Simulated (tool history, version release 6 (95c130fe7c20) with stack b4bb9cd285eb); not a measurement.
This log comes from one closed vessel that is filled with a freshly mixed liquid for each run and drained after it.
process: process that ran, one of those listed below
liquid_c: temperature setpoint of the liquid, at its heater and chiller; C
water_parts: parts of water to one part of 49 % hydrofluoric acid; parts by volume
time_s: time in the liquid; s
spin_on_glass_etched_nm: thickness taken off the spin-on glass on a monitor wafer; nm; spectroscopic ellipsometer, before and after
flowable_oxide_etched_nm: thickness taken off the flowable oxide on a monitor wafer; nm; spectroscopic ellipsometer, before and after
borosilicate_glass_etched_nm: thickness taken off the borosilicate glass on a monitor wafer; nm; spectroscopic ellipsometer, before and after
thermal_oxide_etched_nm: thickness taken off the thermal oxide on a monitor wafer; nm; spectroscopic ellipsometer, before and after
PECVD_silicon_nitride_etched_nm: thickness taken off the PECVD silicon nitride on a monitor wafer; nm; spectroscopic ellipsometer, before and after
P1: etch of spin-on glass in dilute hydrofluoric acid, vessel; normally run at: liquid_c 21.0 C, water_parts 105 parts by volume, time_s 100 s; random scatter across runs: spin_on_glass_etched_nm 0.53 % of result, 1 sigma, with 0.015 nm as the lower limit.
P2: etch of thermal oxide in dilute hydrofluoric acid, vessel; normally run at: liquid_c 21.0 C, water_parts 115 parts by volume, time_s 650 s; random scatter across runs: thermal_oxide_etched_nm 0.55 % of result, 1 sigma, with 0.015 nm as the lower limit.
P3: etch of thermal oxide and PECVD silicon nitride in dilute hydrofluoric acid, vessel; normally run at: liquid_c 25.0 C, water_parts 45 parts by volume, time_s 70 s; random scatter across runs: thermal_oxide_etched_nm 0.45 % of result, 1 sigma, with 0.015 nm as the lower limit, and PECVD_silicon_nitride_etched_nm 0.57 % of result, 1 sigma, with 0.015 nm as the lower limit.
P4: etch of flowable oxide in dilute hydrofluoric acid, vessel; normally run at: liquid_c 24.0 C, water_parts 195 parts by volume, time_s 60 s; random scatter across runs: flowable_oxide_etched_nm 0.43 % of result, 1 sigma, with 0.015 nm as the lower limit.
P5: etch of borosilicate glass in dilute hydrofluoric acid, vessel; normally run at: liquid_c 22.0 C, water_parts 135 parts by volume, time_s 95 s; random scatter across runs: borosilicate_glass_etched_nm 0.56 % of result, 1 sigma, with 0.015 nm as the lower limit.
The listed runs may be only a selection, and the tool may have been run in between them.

run	hour	process	liquid_c	water_parts	time_s	hours since the thermometer was replaced	hours since the hydrofluoric acid flow meter was replaced	spin_on_glass_etched_nm	flowable_oxide_etched_nm	borosilicate_glass_etched_nm	thermal_oxide_etched_nm	PECVD_silicon_nitride_etched_nm
1	9.5	P1	21.0	105	100	990.0	347.1	21.3850				
2	18.0	P4	24.0	195	105	998.5	355.6		9.9441			
3	24.6	P1	21.0	105	100	1005.1	362.2	21.6160				
4	35.1	P1	21.0	45	50	1015.6	372.7	27.1720				
5	42.1	P4	18.5	195	60	1022.6	379.7		4.5457			
6	53.2	P4	24.0	195	60	1033.7	390.8		5.6645			
7	60.7	P1	24.5	105	100	1041.2	398.3	24.9350				
8	66.6	P5	22.0	135	95	1047.1	404.2			23.9950		
9	74.2	P3	25.0	70	70	1054.7	411.8				5.2668	2.7013
10	83.0	P3	25.0	45	70	1063.5	420.6				8.4414	4.1273
11	93.6	P5	17.0	135	95	1074.1	431.2			19.2300		
12	102.8	P2	21.0	195	650	1083.3	440.4				12.0860	
13	110.3	P2	26.5	115	650	1090.8	447.9				27.3190	
14	119.7	P1	21.0	105	195	1100.2	457.3	42.3040				
15	126.9	P3	18.5	45	70	1107.4	464.5				6.4316	2.6354
16	139.3	P1	17.0	105	100	1119.8	476.9	18.3450				
17	148.6	P3	25.0	45	30	1129.1	486.2				3.6324	1.7258
18	155.0	P1	21.0	105	100	1135.5	492.6	21.6410				
19	166.9	P4	24.0	70	60	1147.4	504.5		18.2440			
20	175.9	P1	21.0	105	30	1156.4	513.5	6.5015				
21	183.6	P4	24.0	195	60	1164.1	521.2		5.5873			
22	194.0	P1	21.0	50	100	1174.5	531.6	48.1060				
23	201.4	P1	21.0	105	100	1181.9	539.0	21.6860				
24	208.5	P2	21.0	115	650	1189.0	546.1				22.2740	
25	218.9	P5	22.0	135	30	1199.4	556.5			7.4504		
26	231.7	P5	22.0	60	95	1212.2	569.3			58.8500		
27	244.3	P2	21.0	115	650	1224.8	581.9				22.2300	
28	250.7	P1	21.0	105	100	1231.2	588.3	21.5270				
29	260.0	P2	21.0	115	1030	1240.5	597.6				35.3840	
30	267.4	P1	21.0	180	100	1247.9	605.0	11.6500				
31	274.2	P1	21.0	105	100	1254.7	611.8	21.2950				
32	280.2	P1	21.0	105	100	1260.7	617.8	22.1030				
33	289.1	P1	21.0	105	100	1269.6	626.7	22.4150				
34	295.5	P1	21.0	105	100	1276.0	633.1	22.6410				
35	307.3	P1	21.0	105	100	1287.8	644.9	22.6810				
36	320.1	P1	21.0	105	100	1300.6	657.7	22.7990				
37	328.0	P1	21.0	105	100	1308.5	665.6	22.7620				
38	337.0	P1	21.0	105	100	1317.5	674.6	23.0320				

Expected results for the next run?
39	344.3	P1	21.0	105	100	1324.8	681.9	?				

For run 39 the tool returned spin_on_glass_etched_nm 23.1190 nm.
